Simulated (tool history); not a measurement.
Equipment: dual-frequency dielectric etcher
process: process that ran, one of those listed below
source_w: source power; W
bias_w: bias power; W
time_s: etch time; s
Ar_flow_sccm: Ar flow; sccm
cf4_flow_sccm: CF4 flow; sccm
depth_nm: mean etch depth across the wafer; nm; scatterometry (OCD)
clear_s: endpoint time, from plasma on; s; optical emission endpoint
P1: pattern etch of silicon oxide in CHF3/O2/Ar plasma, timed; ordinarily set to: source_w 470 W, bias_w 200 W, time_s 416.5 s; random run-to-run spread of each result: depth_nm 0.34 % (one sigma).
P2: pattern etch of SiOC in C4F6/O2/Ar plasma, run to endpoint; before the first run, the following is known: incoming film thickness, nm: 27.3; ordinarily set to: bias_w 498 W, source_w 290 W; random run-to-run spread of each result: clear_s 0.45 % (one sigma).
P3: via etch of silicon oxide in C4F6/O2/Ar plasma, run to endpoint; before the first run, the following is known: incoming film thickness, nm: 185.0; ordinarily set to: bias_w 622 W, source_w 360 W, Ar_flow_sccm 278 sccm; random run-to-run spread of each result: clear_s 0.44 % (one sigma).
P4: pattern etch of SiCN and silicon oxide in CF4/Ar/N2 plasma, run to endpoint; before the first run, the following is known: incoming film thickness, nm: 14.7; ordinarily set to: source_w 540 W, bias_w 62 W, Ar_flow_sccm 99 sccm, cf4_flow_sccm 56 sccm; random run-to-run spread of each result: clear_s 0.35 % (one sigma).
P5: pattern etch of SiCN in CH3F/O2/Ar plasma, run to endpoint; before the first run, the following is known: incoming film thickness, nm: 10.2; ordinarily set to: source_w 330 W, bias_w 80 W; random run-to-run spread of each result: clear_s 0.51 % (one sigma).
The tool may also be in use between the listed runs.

run,day,process,source_w,bias_w,time_s,Ar_flow_sccm,cf4_flow_sccm,hours since the last wet clean,hours since the last source power generator calibration,hours since the last bias power generator calibration,depth_nm,clear_s
1,0.538,P1,470,200,416.5,,,84,1145.7,1216.7,776.71,
2,0.896,P3,360,380,,278,,92.6,1154.3,1225.3,,46.344
3,1.204,P5,330,103,,,,100,1161.7,1232.7,,26.098
4,1.521,P1,470,200,416.5,,,107.6,1169.3,1240.3,774.59,
5,1.971,P2,210,498,,,,118.4,1180.1,1251.1,,12.023
6,2.592,P3,360,622,,278,,133.3,1195,1266,,38.751
7,2.975,P1,570,200,416.5,,,142.5,1204.2,1275.2,835.26,
8,3.588,P4,540,62,,99,56,157.2,1218.9,1289.9,,15.531
9,4.171,P5,460,80,,,,171.2,1232.9,1303.9,,25.42
10,4.788,P4,540,62,,99,56,186,1247.7,1318.7,,15.53
11,5.2,P1,470,200,416.5,,,195.9,1257.6,1328.6,779.27,
12,5.746,P1,320,200,416.5,,,209,1270.7,1341.7,675.67,
13,6.117,P4,370,62,,99,56,217.9,1279.6,1350.6,,21.547
14,6.65,P1,470,200,599.5,,,230.7,1292.4,1363.4,1124,
15,7.096,P1,470,200,416.5,,,241.4,1303.1,1374.1,779.49,
16,7.725,P5,330,80,,,,256.5,1318.2,1389.2,,28.885
17,8.079,P4,540,43,,99,56,265,1326.7,1397.7,,17.495
18,8.612,P1,470,200,416.5,,,277.8,1339.5,1410.5,781.42,
19,9.083,P3,360,622,,375,,289.1,1350.8,1421.8,,40.046
20,9.675,P4,540,62,,99,76,303.3,1365,1436,,14.837
21,10.05,P1,470,200,416.5,,,312.3,1374,1445,783.5,
22,10.362,P2,290,498,,,,319.8,1381.5,1452.5,,10.572
23,10.854,P3,230,622,,278,,331.6,1393.3,1464.3,,45.939
24,11.3,P4,540,62,,62,56,342.3,1404,1475,,14.485
25,11.833,P1,470,237,416.5,,,355.1,1416.8,1487.8,827.24,
26,12.333,P2,290,663,,,,367.1,1428.8,1499.8,,9.4733
27,12.846,P1,470,260,304,,,379.4,1441.1,1512.1,621.79,
28,13.204,P1,470,200,285,,,388,1449.7,1520.7,531.69,
29,13.525,P1,470,162,416.5,,,395.7,1457.4,1528.4,727.71,
30,13.9,P2,290,498,,,,404.7,1466.4,1537.4,,10.551
31,14.317,P1,470,200,416.5,,,414.7,1476.4,1547.4,775.52,
32,14.808,P1,470,200,416.5,,,426.5,1488.2,1559.2,783.99,
33,15.179,P1,470,200,416.5,,,435.4,1497.1,1568.1,785.93,
34,15.712,P1,470,200,416.5,,,448.2,1509.9,1580.9,792.07,
35,16,P1,470,200,416.5,,,455.1,1516.8,1587.8,791.66,
# day 16.608: wet clean of the chamber
36,16.633,P1,470,200,416.5,,,0.7,1532,1603,790.41,
37,17.196,P1,470,200,416.5,,,14.2,1545.5,1616.5,790.61,
38,17.788,P1,470,200,416.5,,,28.4,1559.7,1630.7,792.2,
39,18.088,P1,470,200,416.5,,,35.6,1566.9,1637.9,790.39,
40,18.375,P1,470,200,416.5,,,42.5,1573.8,1644.8,790.14,
41,18.858,P1,470,200,416.5,,,54.1,1585.4,1656.4,788.01,

Compared with where it was, what P1 gives has crept away. Each cause listed below fits the log as well as the rest, at the size given for it:
A: source power that arrives over what is set, % = 4.57
B: bias power that arrives over what is set, % = 4.95
The drift started at roughly day 14.317.
Other possible causes, and why each is ruled out:
chamber walls in a state that raises the etch rate, %: its service at day 16.608 followed the start of the drift and did not put the process back to its old value

Consider the 4 check runs below, whose results appear as question marks and each of which averages 2 wafers. Which one distinguishes the causes, in that each cause would give it a clearly different result?
check 1,19.342,P3,360,389,,278,,,,,,?
check 2,19.342,P5,450,80,,,,,,,,?
check 3,19.342,P2,230,498,,,,,,,,?
check 4,19.342,P4,390,45,,99,56,,,,,?

What each check would give under each cause:
check,result,if A,if B
check 1,clear_s,45.268,45.227
check 2,clear_s,25.253,25.237
check 3,clear_s,11.365,11.34
check 4,clear_s,22.18,22.727
Per-check spread between the two closest causes, in the result where they differ most: check 1 0.09 %; check 2 0.07 %; check 3 0.22 %; check 4 2.44 %
Check 4 is the one run that separates the causes; every other check would come out nearly the same whichever cause is at work.

Running check 4 produced the following: clear_s 22.17 s. Which one of the listed causes fits?

A is the cause: source power that arrives over what is set, %.

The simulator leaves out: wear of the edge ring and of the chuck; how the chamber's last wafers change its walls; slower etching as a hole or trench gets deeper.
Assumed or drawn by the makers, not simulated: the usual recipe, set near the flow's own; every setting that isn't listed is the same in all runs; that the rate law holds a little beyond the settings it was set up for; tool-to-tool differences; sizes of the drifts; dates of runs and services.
